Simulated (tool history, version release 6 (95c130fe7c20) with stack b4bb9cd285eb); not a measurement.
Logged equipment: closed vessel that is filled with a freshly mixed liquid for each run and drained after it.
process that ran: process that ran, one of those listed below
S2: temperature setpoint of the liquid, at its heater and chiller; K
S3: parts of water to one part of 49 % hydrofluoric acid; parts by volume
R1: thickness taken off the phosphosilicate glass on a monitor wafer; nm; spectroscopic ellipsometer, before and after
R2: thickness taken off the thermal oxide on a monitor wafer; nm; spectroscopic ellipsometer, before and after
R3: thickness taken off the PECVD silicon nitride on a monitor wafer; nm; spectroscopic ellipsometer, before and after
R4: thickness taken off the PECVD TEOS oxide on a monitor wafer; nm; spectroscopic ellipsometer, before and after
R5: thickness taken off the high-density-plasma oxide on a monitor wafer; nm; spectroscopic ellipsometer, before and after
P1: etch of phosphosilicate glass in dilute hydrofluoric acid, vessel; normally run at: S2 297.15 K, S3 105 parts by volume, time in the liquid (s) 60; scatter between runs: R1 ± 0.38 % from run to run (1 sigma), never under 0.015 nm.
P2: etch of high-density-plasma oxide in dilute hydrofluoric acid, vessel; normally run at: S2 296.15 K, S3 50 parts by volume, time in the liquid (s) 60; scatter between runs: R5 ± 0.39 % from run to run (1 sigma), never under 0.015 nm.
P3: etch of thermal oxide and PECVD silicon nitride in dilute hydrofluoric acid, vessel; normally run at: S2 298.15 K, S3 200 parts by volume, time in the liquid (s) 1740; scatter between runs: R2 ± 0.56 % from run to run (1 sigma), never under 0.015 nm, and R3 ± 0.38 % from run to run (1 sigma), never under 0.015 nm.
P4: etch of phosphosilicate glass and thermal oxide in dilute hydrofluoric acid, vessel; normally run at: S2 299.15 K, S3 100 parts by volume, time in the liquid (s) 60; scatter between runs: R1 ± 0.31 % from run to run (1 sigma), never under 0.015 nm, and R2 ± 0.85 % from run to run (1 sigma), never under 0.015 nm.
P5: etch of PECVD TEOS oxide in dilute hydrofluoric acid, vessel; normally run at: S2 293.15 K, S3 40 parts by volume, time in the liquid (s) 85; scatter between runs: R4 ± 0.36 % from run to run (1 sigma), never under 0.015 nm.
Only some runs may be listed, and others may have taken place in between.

{"run": 1, "day": 0.208, "process that ran": "P1", "S2": 297.15, "S3": 105, "time in the liquid (s)": 60, "R1": 108.41}
{"run": 2, "day": 0.408, "process that ran": "P3", "S2": 298.15, "S3": 200, "time in the liquid (s)": 1740, "R2": 40.081, "R3": 16.069}
{"run": 3, "day": 0.696, "process that ran": "P1", "S2": 297.15, "S3": 105, "time in the liquid (s)": 60, "R1": 108.15}
{"run": 4, "day": 1.125, "process that ran": "P5", "S2": 293.15, "S3": 70, "time in the liquid (s)": 85, "R4": 13.938}
{"run": 5, "day": 1.379, "process that ran": "P5", "S2": 293.15, "S3": 40, "time in the liquid (s)": 135, "R4": 40.077}
{"run": 6, "day": 1.821, "process that ran": "P3", "S2": 306.15, "S3": 200, "time in the liquid (s)": 1740, "R2": 53.096, "R3": 26.154}
{"run": 7, "day": 2.212, "process that ran": "P1", "S2": 297.15, "S3": 55, "time in the liquid (s)": 60, "R1": 220.07}
{"run": 8, "day": 2.504, "process that ran": "P1", "S2": 302.65, "S3": 105, "time in the liquid (s)": 60, "R1": 135.42}
{"run": 9, "day": 2.858, "process that ran": "P5", "S2": 293.15, "S3": 40, "time in the liquid (s)": 85, "R4": 25.325}
{"run": 10, "day": 3.125, "process that ran": "P1", "S2": 297.15, "S3": 105, "time in the liquid (s)": 60, "R1": 107.99}
{"run": 11, "day": 3.392, "process that ran": "P1", "S2": 297.15, "S3": 105, "time in the liquid (s)": 105, "R1": 190.74}
{"run": 12, "day": 3.667, "process that ran": "P1", "S2": 290.15, "S3": 105, "time in the liquid (s)": 60, "R1": 81.927}
{"run": 13, "day": 3.9, "process that ran": "P2", "S2": 303.65, "S3": 50, "time in the liquid (s)": 60, "R5": 8.9698}
{"run": 14, "day": 4.229, "process that ran": "P1", "S2": 297.15, "S3": 165, "time in the liquid (s)": 60, "R1": 64.488}
{"run": 15, "day": 4.442, "process that ran": "P5", "S2": 293.15, "S3": 40, "time in the liquid (s)": 85, "R4": 25.122}
{"run": 16, "day": 4.717, "process that ran": "P3", "S2": 298.15, "S3": 90, "time in the liquid (s)": 1740, "R2": 103.13, "R3": 35.501}
{"run": 17, "day": 5.112, "process that ran": "P4", "S2": 299.15, "S3": 100, "time in the liquid (s)": 60, "R1": 88.445, "R2": 2.9802}
{"run": 18, "day": 5.342, "process that ran": "P1", "S2": 297.15, "S3": 105, "time in the liquid (s)": 60, "R1": 108.47}
{"run": 19, "day": 5.646, "process that ran": "P4", "S2": 299.15, "S3": 165, "time in the liquid (s)": 60, "R1": 49.704, "R2": 1.6654}
{"run": 20, "day": 5.996, "process that ran": "P3", "S2": 298.15, "S3": 200, "time in the liquid (s)": 1740, "R2": 40.415, "R3": 16.008}
{"run": 21, "day": 6.238, "process that ran": "P1", "S2": 297.15, "S3": 105, "time in the liquid (s)": 60, "R1": 107.98}
{"run": 22, "day": 6.55, "process that ran": "P4", "S2": 291.65, "S3": 100, "time in the liquid (s)": 60, "R1": 65.297, "R2": 2.2076}
{"run": 23, "day": 6.754, "process that ran": "P2", "S2": 296.15, "S3": 50, "time in the liquid (s)": 115, "R5": 12.725}
{"run": 24, "day": 7.0, "process that ran": "P4", "S2": 299.15, "S3": 100, "time in the liquid (s)": 30, "R1": 44.308, "R2": 1.4845}
{"run": 25, "day": 7.275, "process that ran": "P5", "S2": 301.15, "S3": 40, "time in the liquid (s)": 85, "R4": 35.231}
{"run": 26, "day": 7.479, "process that ran": "P1", "S2": 297.15, "S3": 105, "time in the liquid (s)": 60, "R1": 108.75}
{"run": 27, "day": 7.862, "process that ran": "P2", "S2": 296.15, "S3": 90, "time in the liquid (s)": 60, "R5": 3.502}
{"run": 28, "day": 8.175, "process that ran": "P1", "S2": 293.15, "S3": 105, "time in the liquid (s)": 115, "R1": 176.68}
{"run": 29, "day": 8.517, "process that ran": "P1", "S2": 297.15, "S3": 105, "time in the liquid (s)": 30, "R1": 54.116}
{"run": 30, "day": 8.771, "process that ran": "P4", "S2": 299.15, "S3": 100, "time in the liquid (s)": 60, "R1": 88.163, "R2": 2.9666}
{"run": 31, "day": 8.983, "process that ran": "P2", "S2": 296.15, "S3": 50, "time in the liquid (s)": 60, "R5": 6.6001}
{"run": 32, "day": 9.192, "process that ran": "P3", "S2": 298.15, "S3": 200, "time in the liquid (s)": 660, "R2": 15.335, "R3": 6.0733}
{"run": 33, "day": 9.604, "process that ran": "P1", "S2": 297.15, "S3": 105, "time in the liquid (s)": 60, "R1": 108.53}
{"run": 34, "day": 9.983, "process that ran": "P1", "S2": 297.15, "S3": 105, "time in the liquid (s)": 60, "R1": 113.35}
{"run": 35, "day": 10.196, "process that ran": "P1", "S2": 297.15, "S3": 105, "time in the liquid (s)": 60, "R1": 114.77}
{"run": 36, "day": 10.538, "process that ran": "P1", "S2": 297.15, "S3": 105, "time in the liquid (s)": 60, "R1": 116.15}
{"run": 37, "day": 10.788, "process that ran": "P1", "S2": 297.15, "S3": 105, "time in the liquid (s)": 60, "R1": 116.59}
{"run": 38, "day": 11.112, "process that ran": "P1", "S2": 297.15, "S3": 105, "time in the liquid (s)": 60, "R1": 117.22}
{"run": 39, "day": 11.558, "process that ran": "P1", "S2": 297.15, "S3": 105, "time in the liquid (s)": 60, "R1": 116}

Compared with where it was, what P1 gives has crept away. Each cause listed below fits the log as well as the rest, at the size given for it:
A: hydrofluoric acid flow above the setpoint (%) = 6.88
B: liquid hotter than its thermometer reads (K) = 1.92
The onset of the drift is placed at about day 9.604.

Listed below are the offered check runs, one wafer per run, with question marks in place of results. For which of them would the causes give clearly different outcomes?
{"run": "check 1", "day": 12.004, "process that ran": "P5", "S2": 301.15, "S3": 40, "time in the liquid (s)": 120, "R4": "?"}
{"run": "check 2", "day": 12.004, "process that ran": "P3", "S2": 301.15, "S3": 200, "time in the liquid (s)": 1740, "R2": "?", "R3": "?"}
{"run": "check 3", "day": 12.004, "process that ran": "P4", "S2": 294.15, "S3": 100, "time in the liquid (s)": 60, "R1": "?", "R2": "?"}
{"run": "check 4", "day": 12.004, "process that ran": "P2", "S2": 302.65, "S3": 80, "time in the liquid (s)": 60, "R5": "?"}

Check results expected under each cause:
check=check_1 result=R4 if_A=53.252 if_B=53.597
check=check_2 result=R2 if_A=48.902 if_B=48.193
check=check_2 result=R3 if_A=20.652 if_B=21.685
check=check_3 result=R1 if_A=78.191 if_B=78.466
check=check_3 result=R2 if_A=2.6403 if_B=2.6496
check=check_4 result=R5 if_A=5.5299 if_B=5.5242
Per check, the gap between the least separated pair of causes, taken in the result that splits them most: check 1 0.65 %; check 2 4.88 %; check 3 0.35 %; check 4 0.1 %
The causes can be told apart only by check 2. The other checks would give nearly the same results under each of them.

The results of check 2 are: R2 48.564 nm; R3 21.732 nm. Based on these, which of the listed causes is it?

It was cause B: liquid hotter than its thermometer reads (K).
